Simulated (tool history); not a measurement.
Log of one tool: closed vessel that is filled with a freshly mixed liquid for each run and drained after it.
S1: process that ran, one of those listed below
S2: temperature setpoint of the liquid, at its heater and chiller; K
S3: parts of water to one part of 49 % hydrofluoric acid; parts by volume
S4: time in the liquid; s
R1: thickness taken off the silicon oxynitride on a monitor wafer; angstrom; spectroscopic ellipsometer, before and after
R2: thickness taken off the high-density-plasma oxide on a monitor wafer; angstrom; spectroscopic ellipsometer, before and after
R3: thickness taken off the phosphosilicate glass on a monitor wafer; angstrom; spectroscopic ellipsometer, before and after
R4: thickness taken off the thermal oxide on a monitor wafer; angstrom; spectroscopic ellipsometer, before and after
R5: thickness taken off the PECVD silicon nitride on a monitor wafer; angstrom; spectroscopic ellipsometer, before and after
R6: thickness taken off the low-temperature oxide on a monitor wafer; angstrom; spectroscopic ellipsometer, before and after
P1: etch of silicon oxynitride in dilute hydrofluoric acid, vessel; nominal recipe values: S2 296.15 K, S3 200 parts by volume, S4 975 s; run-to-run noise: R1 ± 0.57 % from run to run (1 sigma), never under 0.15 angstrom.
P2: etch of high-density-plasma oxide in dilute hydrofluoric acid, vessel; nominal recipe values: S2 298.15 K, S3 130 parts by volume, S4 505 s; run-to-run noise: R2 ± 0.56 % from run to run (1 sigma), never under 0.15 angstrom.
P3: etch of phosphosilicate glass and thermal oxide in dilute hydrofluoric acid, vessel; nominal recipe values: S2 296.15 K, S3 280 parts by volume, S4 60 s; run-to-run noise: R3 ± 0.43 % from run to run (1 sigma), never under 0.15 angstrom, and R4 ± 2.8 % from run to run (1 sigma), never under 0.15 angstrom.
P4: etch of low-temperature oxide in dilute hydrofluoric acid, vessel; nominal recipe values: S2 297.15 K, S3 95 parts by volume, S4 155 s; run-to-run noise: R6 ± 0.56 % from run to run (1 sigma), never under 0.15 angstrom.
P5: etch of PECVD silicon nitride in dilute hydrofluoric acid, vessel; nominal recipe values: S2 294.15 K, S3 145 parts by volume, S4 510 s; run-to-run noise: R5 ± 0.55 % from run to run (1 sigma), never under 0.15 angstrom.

| run | hour | S1 | S2 | S3 | S4 | R1 | R2 | R3 | R4 | R5 | R6 |
|---|---|---|---|---|---|---|---|---|---|---|---|
| 1 | 6.4 | P1 | 296.15 | 200 | 975 | 60.252 |  |  |  |  |  |
| 2 | 16.2 | P1 | 296.15 | 35 | 975 | 390.320 |  |  |  |  |  |
| 3 | 22.5 | P1 | 296.15 | 200 | 1850 | 114.890 |  |  |  |  |  |
| 4 | 29.5 | P2 | 298.15 | 65 | 505 |  | 464.74 |  |  |  |  |
| 5 | 41.9 | P3 | 296.15 | 65 | 60 |  |  | 905.83 | 42.7630 |  |  |
| 6 | 50.3 | P1 | 296.15 | 200 | 975 | 60.338 |  |  |  |  |  |
| 7 | 58.7 | P5 | 294.15 | 145 | 1000 |  |  |  |  | 266.280 |  |
| 8 | 66.9 | P2 | 302.65 | 130 | 505 |  | 250.80 |  |  |  |  |
| 9 | 79.7 | P1 | 296.15 | 50 | 1605 | 449.830 |  |  |  |  |  |
| 10 | 89.9 | P1 | 296.15 | 120 | 540 | 58.732 |  |  |  |  |  |
| 11 | 99.9 | P1 | 296.15 | 200 | 975 | 60.776 |  |  |  |  |  |
| 12 | 112.3 | P5 | 294.15 | 145 | 510 |  |  |  |  | 135.890 |  |
| 13 | 123.9 | P1 | 300.15 | 200 | 975 | 71.138 |  |  |  |  |  |
| 14 | 136.8 | P5 | 294.15 | 145 | 510 |  |  |  |  | 137.470 |  |
| 15 | 146.7 | P2 | 298.15 | 130 | 945 |  | 399.78 |  |  |  |  |
| 16 | 153.7 | P2 | 298.15 | 130 | 505 |  | 210.85 |  |  |  |  |
| 17 | 166.0 | P1 | 296.15 | 200 | 975 | 60.835 |  |  |  |  |  |
| 18 | 172.6 | P3 | 296.15 | 280 | 110 |  |  | 305.74 | 13.9200 |  |  |
| 19 | 182.2 | P3 | 296.15 | 280 | 60 |  |  | 166.36 | 7.7568 |  |  |
| 20 | 189.5 | P3 | 290.15 | 280 | 60 |  |  | 133.31 | 6.3870 |  |  |
| 21 | 197.5 | P1 | 290.65 | 200 | 975 | 46.958 |  |  |  |  |  |
| 22 | 206.8 | P4 | 297.15 | 95 | 155 |  |  |  |  |  | 279.71 |
| 23 | 219.9 | P3 | 296.15 | 280 | 60 |  |  | 165.57 | 7.9549 |  |  |
| 24 | 230.5 | P1 | 302.15 | 85 | 975 | 205.290 |  |  |  |  |  |
| 25 | 238.8 | P4 | 297.15 | 95 | 80 |  |  |  |  |  | 144.95 |
| 26 | 245.8 | P4 | 297.15 | 160 | 155 |  |  |  |  |  | 151.84 |
| 27 | 258.8 | P1 | 296.15 | 340 | 975 | 32.394 |  |  |  |  |  |
| 28 | 267.5 | P5 | 294.15 | 245 | 510 |  |  |  |  | 81.344 |  |
| 29 | 279.9 | P1 | 296.15 | 200 | 975 | 60.086 |  |  |  |  |  |
| 30 | 289.3 | P4 | 301.65 | 95 | 155 |  |  |  |  |  | 331.32 |
| 31 | 302.4 | P2 | 298.15 | 130 | 505 |  | 213.62 |  |  |  |  |
| 32 | 310.5 | P1 | 296.15 | 200 | 510 | 31.795 |  |  |  |  |  |
| 33 | 322.0 | P5 | 299.15 | 145 | 510 |  |  |  |  | 186.920 |  |
| 34 | 329.5 | P1 | 296.15 | 200 | 975 | 60.329 |  |  |  |  |  |
| 35 | 336.0 | P1 | 296.15 | 200 | 975 | 61.071 |  |  |  |  |  |
| 36 | 348.5 | P1 | 296.15 | 200 | 975 | 61.847 |  |  |  |  |  |
| 37 | 361.3 | P1 | 296.15 | 200 | 975 | 63.529 |  |  |  |  |  |
| 38 | 374.9 | P1 | 296.15 | 200 | 975 | 64.026 |  |  |  |  |  |
| 39 | 383.4 | P1 | 296.15 | 200 | 975 | 63.936 |  |  |  |  |  |
| 40 | 394.9 | P1 | 296.15 | 200 | 975 | 64.398 |  |  |  |  |  |
| 41 | 401.1 | P1 | 296.15 | 200 | 975 | 64.955 |  |  |  |  |  |
| 42 | 407.6 | P1 | 296.15 | 200 | 975 | 64.418 |  |  |  |  |  |
| 43 | 416.3 | P1 | 296.15 | 200 | 975 | 64.698 |  |  |  |  |  |
| 44 | 427.1 | P1 | 296.15 | 200 | 975 | 64.564 |  |  |  |  |  |
| 45 | 435.9 | P1 | 296.15 | 200 | 975 | 64.558 |  |  |  |  |  |

The log shows P1 creeping away from where it was. Any of the 2 causes listed here, at the size stated for it, fits the log just as well as the others:
A: liquid hotter than its thermometer reads (K) = 1.57
B: hydrofluoric acid flow above the setpoint (%) = 6.33
At approximately hour 329.5, the process output began to creep.

Each of the 4 check runs below uses one wafer; its results are left as question marks. Which run tells the causes apart?
| check 1 | 444.7 | P4 | 300.15 | 95 | 155 |  |  |  |  |  | ? |
| check 2 | 444.7 | P2 | 298.15 | 130 | 890 |  | ? |  |  |  |  |
| check 3 | 444.7 | P3 | 296.15 | 65 | 110 |  |  | ? | ? |  |  |
| check 4 | 444.7 | P5 | 294.15 | 240 | 510 |  |  |  |  | ? |  |

Outcome of each check run for each possible cause:
| check | result | if A | if B |
|---|---|---|---|
| check 1 | R6 | 332.46 | 335.35 |
| check 2 | R2 | 396.61 | 400.96 |
| check 3 | R3 | 1773.40 | 1777.50 |
| check 3 | R4 | 83.4370 | 83.6320 |
| check 4 | R5 | 92.353 | 88.723 |
How far apart the two closest causes lie, in the result that separates them most: check 1 0.87 %; check 2 1.09 %; check 3 0.23 %; check 4 4.01 %
Only check 4 tells the causes apart: in the others they would give nearly the same result.

Here is what check 4 returned: R5 92.403 angstrom. Which cause is it?

A is the cause: liquid hotter than its thermometer reads (K).

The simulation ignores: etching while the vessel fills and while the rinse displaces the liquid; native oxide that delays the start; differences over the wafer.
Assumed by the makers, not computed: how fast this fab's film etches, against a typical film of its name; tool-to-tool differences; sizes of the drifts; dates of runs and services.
